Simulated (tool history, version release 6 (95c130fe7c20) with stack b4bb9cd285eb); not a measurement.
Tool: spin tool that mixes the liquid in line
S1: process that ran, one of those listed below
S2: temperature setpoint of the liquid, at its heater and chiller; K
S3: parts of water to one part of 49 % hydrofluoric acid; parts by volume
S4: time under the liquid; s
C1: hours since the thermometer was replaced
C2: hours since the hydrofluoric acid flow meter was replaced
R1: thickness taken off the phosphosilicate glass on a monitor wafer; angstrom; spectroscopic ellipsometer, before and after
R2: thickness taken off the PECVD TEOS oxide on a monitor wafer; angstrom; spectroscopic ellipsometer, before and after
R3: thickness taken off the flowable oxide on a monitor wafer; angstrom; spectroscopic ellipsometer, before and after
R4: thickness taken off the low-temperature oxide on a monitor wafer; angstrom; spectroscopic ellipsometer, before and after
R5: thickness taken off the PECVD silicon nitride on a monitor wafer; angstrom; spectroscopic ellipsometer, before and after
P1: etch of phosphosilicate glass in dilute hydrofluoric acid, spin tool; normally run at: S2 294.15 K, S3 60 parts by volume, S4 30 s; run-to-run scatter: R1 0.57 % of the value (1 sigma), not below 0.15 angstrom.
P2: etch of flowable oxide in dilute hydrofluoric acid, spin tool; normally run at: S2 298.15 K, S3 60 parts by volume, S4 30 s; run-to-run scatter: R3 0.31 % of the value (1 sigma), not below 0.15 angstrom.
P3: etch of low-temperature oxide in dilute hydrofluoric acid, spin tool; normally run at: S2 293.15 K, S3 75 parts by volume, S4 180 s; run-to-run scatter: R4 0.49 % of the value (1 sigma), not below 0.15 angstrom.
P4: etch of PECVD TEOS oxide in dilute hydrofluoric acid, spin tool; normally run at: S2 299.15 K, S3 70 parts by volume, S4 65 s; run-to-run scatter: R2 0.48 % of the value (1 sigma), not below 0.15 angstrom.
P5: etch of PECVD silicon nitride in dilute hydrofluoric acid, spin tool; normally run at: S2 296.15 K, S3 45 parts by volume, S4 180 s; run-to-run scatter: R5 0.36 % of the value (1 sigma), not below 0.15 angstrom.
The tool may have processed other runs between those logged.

run,hour,S1,S2,S3,S4,C1,C2,R1,R2,R3,R4,R5
1,9.8,P1,294.15,60,30,491,529.4,377.6,,,,
2,22,P4,299.15,70,125,503.2,541.6,,462.45,,,
3,29.4,P4,299.15,70,65,510.6,549,,239.87,,,
4,39.2,P1,294.15,60,15,520.4,558.8,189.65,,,,
5,49.5,P2,303.15,60,30,530.7,569.1,,,190.34,,
6,58.3,P1,294.15,60,30,539.5,577.9,383.71,,,,
7,70.8,P3,293.15,110,180,552,590.4,,,,153.42,
8,76.7,P5,296.15,45,340,557.9,596.3,,,,,123.79
9,88.7,P1,290.15,60,15,569.9,608.3,160.89,,,,
10,97.6,P4,299.15,110,65,578.8,617.2,,144.41,,,
11,105.1,P1,294.15,60,30,586.3,624.7,381.55,,,,
12,116.5,P1,290.15,60,30,597.7,636.1,320.36,,,,
# hour 122.7: hydrofluoric acid flow meter replaced
13,128.7,P5,296.15,45,180,609.9,6.1,,,,,66.121
14,140.7,P2,298.15,85,30,621.9,18.1,,,106.53,,
15,151,P4,292.65,70,65,632.2,28.4,,183.35,,,
16,163.3,P1,294.15,80,50,644.5,40.7,461.1,,,,
17,175.8,P3,290.15,75,180,657,53.2,,,,203.83,
18,183.6,P1,294.15,20,30,664.8,61,1200.3,,,,
19,192.6,P1,297.65,60,30,673.8,70,436.41,,,,
20,204.4,P1,294.15,60,30,685.6,81.8,382.31,,,,
21,216.6,P5,291.15,45,180,697.8,94,,,,,46.368
22,223.3,P2,298.15,60,45,704.5,100.7,,,232.87,,
23,236.1,P3,293.15,75,180,717.3,113.5,,,,233.85,
24,248.7,P1,294.15,60,30,729.9,126.1,383.94,,,,
25,257.4,P3,293.15,75,180,738.6,134.8,,,,234.14,
26,263.9,P3,293.15,75,75,745.1,141.3,,,,97.508,
27,269.9,P4,299.15,70,65,751.1,147.3,,238.72,,,
28,276.5,P1,294.15,60,55,757.7,153.9,700.54,,,,
29,285.7,P2,298.15,60,30,766.9,163.1,,,156.74,,
30,292.8,P1,294.15,60,30,774,170.2,380.17,,,,
31,302.7,P1,294.15,105,30,783.9,180.1,205.83,,,,
32,311.8,P5,296.15,25,180,793,189.2,,,,,117.09
33,318.6,P1,294.15,60,30,799.8,196,382.35,,,,
34,329.7,P1,294.15,60,30,810.9,207.1,392.26,,,,
35,340.7,P1,294.15,60,30,821.9,218.1,401.96,,,,
36,346.8,P1,294.15,60,30,828,224.2,402.61,,,,
37,358.9,P1,294.15,60,30,840.1,236.3,405.23,,,,
38,365.3,P1,294.15,60,30,846.5,242.7,406.66,,,,
39,376.8,P1,294.15,60,30,858,254.2,412.19,,,,

For run 40, what comes out?
40,382.9,P1,294.15,60,30,864.1,260.3,?,,,,

Run 40 gave R1 413.03 angstrom.

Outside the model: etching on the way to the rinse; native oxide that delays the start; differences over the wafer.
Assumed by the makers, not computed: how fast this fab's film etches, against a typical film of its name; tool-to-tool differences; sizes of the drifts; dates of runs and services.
